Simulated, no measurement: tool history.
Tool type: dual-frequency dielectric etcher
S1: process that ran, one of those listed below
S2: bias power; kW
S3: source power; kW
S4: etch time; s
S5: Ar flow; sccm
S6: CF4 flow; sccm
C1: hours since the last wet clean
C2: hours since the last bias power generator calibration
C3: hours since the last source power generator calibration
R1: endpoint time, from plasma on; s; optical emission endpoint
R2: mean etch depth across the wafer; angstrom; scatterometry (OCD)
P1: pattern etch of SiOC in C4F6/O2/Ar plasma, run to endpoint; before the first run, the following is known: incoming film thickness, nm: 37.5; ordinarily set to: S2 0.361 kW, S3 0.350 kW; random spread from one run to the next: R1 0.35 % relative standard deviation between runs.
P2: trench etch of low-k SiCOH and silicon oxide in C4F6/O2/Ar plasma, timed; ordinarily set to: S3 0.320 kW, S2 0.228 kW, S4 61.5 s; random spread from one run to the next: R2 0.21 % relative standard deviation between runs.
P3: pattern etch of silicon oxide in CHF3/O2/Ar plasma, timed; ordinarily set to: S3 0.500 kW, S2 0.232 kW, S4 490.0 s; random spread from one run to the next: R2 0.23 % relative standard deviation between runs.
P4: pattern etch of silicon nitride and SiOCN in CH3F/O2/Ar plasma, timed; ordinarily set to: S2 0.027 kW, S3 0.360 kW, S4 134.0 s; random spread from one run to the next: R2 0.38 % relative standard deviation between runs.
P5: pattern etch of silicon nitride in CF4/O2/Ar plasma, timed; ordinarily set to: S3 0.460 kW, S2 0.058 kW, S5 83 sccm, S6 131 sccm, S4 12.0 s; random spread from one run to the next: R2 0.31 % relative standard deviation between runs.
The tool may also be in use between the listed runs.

run   hour  S1     S2     S3     S4  S5   S6     C1      C2     C3      R1        R2
  1    5.1  P1  0.361  0.350                  184.6  1362.5  409.0  14.727
  2   11.6  P4  0.027  0.360  134.0           191.1  1369.0  415.5            188.56
  3   18.0  P5  0.058  0.460   12.0  83  131  197.5  1375.4  421.9            226.01
  4   29.1  P2  0.228  0.320   61.5           208.6  1386.5  433.0           2010.80
  5   40.6  P2  0.228  0.320   61.5           220.1  1398.0  444.5           2008.00
  6   50.5  P2  0.310  0.320   61.5           230.0  1407.9  454.4           2238.20
  7   57.8  P3  0.232  0.500  287.5           237.3  1415.2  461.7           5793.80
  8   68.8  P4  0.027  0.360  102.5           248.3  1426.2  472.7            143.64
  9   78.3  P4  0.027  0.360  134.0           257.8  1435.7  482.2            187.41
 10   89.6  P1  0.474  0.250                  269.1  1447.0  493.5  15.004
 11   95.2  P2  0.228  0.320   40.5           274.7  1452.6  499.1           1321.00
 12  100.5  P3  0.232  0.500  490.0           280.0  1457.9  504.4           9857.80
 13  108.8  P2  0.228  0.190   61.5           288.3  1466.2  512.7           1649.70
 14  120.1  P1  0.278  0.350                  299.6  1477.5  524.0  16.134
 15  130.0  P5  0.058  0.460   12.0  83  105  309.5  1487.4  533.9            222.62
 16  139.8  P4  0.032  0.360  134.0           319.3  1497.2  543.7            204.49
 17  149.8  P5  0.058  0.460   16.0  83  131  329.3  1507.2  553.7            300.22
 18  161.0  P1  0.242  0.210                  340.5  1518.4  564.9  20.492
 19  171.5  P1  0.361  0.250                  351.0  1528.9  575.4  16.630
 20  179.3  P1  0.361  0.350                  358.8  1536.7  583.2  14.685
 21  187.9  P1  0.361  0.350                  367.4  1545.3  591.8  14.645
 22  199.0  P5  0.058  0.590   12.0  83  131  378.5  1556.4  602.9            281.20
 23  208.7  P1  0.361  0.500                  388.2  1566.1  612.6  12.742
 24  220.2  P3  0.232  0.500  490.0           399.7  1577.6  624.1           9840.50
 25  226.7  P4  0.027  0.460  134.0           406.2  1584.1  630.6            204.76
 26  238.7  P3  0.232  0.350  490.0           418.2  1596.1  642.6           8611.00
 27  248.3  P5  0.044  0.460   12.0  83  131  427.8  1605.7  652.2            204.61
 28  253.5  P5  0.058  0.460   12.0  59  131  433.0  1610.9  657.4            232.25
 29  262.5  P1  0.286  0.450                  442.0  1619.9  666.4  14.528
 30  271.9  P3  0.318  0.500  490.0           451.4  1629.3  675.8          11073.00
 31  280.6  P1  0.361  0.350                  460.1  1638.0  684.5  14.690
 32  287.3  P5  0.058  0.460   12.0  83  131  466.8  1644.7  691.2            226.05
 33  297.1  P1  0.361  0.350                  476.6  1654.5  701.0  14.681
 34  303.2  P1  0.466  0.350                  482.7  1660.6  707.1  13.384
 35  314.7  P1  0.361  0.350                  494.2  1672.1  718.6  14.736
 36  320.7  P1  0.361  0.350                  500.2  1678.1  724.6  14.675
 37  331.9  P1  0.361  0.350                  511.4  1689.3  735.8  14.849
 38  341.6  P1  0.361  0.350                  521.1  1699.0  745.5  14.854
 39  346.8  P1  0.361  0.350                  526.3  1704.2  750.7  14.935
     351.2  -- wet clean of the chamber
 40  356.6  P1  0.361  0.350                    5.4  1714.0  760.5  14.833
 41  365.5  P1  0.361  0.350                   14.3  1722.9  769.4  14.954
 42  374.0  P1  0.361  0.350                   22.8  1731.4  777.9  14.952
 43  384.6  P1  0.361  0.350                   33.4  1742.0  788.5  14.965

What P1 gives has crept off from where it sat before. The 2 causes that follow fit the log equally well, each at the size noted:
A: source power that arrives under what is set, % = 4.53
B: bias power that arrives under what is set, % = 4.75
The creep began at about hour 314.7.
All other causes, with the reason each is excluded:
chamber walls in a state that lowers the etch rate, %: was serviced at hour 351.2, once the creep was under way, yet the earlier output never came back

Below are 4 check runs, each on a single wafer, with their results shown as question marks. Which of them would tell the listed causes apart, meaning the causes would give clearly different results under it?
check 1  395.2  P3  0.232  0.370  490.0                            ?
check 2  395.2  P5  0.058  0.460   12.0  60  131                   ?
check 3  395.2  P4  0.027  0.450  106.5                            ?
check 4  395.2  P2  0.306  0.200   61.5                            ?

Check results expected under each cause:
  check  result     if A     if B
check 1      R2  8660.80  8658.30
check 2      R2   222.94   228.19
check 3      R2   158.81   157.80
check 4      R2  1831.40  1830.80
Separation of the two closest causes in each check, using whichever result separates them best: check 1 0.03 %; check 2 2.33 %; check 3 0.64 %; check 4 0.04 %
Only in check 2 would the causes give clearly different results; in the remaining checks their results would be nearly the same.

Check 2 was carried out, with these results: R2 223.12 angstrom. Which of the listed causes is responsible?

It was cause A: source power that arrives under what is set, %.
